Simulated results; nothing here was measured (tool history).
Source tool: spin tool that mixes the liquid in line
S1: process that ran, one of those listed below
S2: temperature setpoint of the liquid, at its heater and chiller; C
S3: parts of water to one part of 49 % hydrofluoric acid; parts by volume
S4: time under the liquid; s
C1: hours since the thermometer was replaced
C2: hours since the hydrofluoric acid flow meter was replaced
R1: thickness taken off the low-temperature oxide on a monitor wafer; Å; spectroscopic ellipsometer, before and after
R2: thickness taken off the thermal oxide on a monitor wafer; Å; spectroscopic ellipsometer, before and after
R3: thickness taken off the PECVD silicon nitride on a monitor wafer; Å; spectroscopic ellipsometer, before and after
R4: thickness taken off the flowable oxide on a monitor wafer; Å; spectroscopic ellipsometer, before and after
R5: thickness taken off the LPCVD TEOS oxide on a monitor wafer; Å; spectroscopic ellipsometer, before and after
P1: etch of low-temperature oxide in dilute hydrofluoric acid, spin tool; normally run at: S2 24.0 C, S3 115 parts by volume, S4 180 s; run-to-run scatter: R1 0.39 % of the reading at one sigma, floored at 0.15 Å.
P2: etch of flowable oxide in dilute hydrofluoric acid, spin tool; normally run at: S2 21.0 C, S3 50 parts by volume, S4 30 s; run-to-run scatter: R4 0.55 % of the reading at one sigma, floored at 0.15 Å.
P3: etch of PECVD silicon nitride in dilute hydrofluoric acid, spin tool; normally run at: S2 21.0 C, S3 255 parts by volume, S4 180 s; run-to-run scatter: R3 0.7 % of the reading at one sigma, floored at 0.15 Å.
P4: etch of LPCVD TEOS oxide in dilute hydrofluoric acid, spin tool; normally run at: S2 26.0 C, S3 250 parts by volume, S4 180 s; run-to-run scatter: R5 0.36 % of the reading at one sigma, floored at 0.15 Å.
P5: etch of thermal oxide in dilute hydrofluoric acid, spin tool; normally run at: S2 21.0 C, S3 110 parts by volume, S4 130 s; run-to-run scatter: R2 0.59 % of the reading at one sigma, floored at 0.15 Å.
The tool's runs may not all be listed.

run   hour  S1    S2   S3   S4     C1      C2      R1       R2       R3      R4       R5
  1    7.0  P1  24.0  115  180  823.5  1839.2  342.88
  2   13.0  P1  24.0   65  180  829.5  1845.2  649.28
  3   18.8  P5  21.0  110  220  835.3  1851.0           83.810
  4   26.3  P5  21.0   45  130  842.8  1858.5          131.190
  5   31.9  P1  24.0  115   15  848.4  1864.1   28.35
  6   37.2  P1  30.0  115  180  853.7  1869.4  430.98
  7   45.6  P1  24.0  115  180  862.1  1877.8  343.36
  8   54.7  P3  21.0   60  180  871.2  1886.9                   120.280
  9   60.8  P1  24.0  215  180  877.3  1893.0  164.01
 10   66.7  P3  17.0  255  180  883.2  1898.9                    22.263
 11   71.5  P2  26.5   50   30  888.0  1903.7                            245.86
 12   75.6  P4  26.0  110  180  892.1  1907.8                                    599.790
 13   83.2  P1  24.0  115  180  899.7  1915.4  341.51
 14   88.6  P1  24.0  115  290  905.1  1920.8  552.71
 15   94.1  P1  24.0  115  180  910.6  1926.3  341.37
 16  103.3  P4  21.5  250  180  919.8  1935.5                                    187.810
 17  108.6  P4  26.0  250   20  925.1  1940.8                                     24.222
 18  116.3  P5  17.0  110  130  932.8  1948.5           41.738
 19  123.5  P4  26.0  250  180  940.0  1955.7                                    222.900
 20  129.1  P3  21.0  255   65  945.6  1961.3                    10.553
 21  136.3  P1  24.0  115  180  952.8  1968.5  342.15

For run 22, what comes out?
 22  144.7  P4  26.0  250  180  961.2  1976.9                   ?

{"run 22": {"R5": 220.4}}

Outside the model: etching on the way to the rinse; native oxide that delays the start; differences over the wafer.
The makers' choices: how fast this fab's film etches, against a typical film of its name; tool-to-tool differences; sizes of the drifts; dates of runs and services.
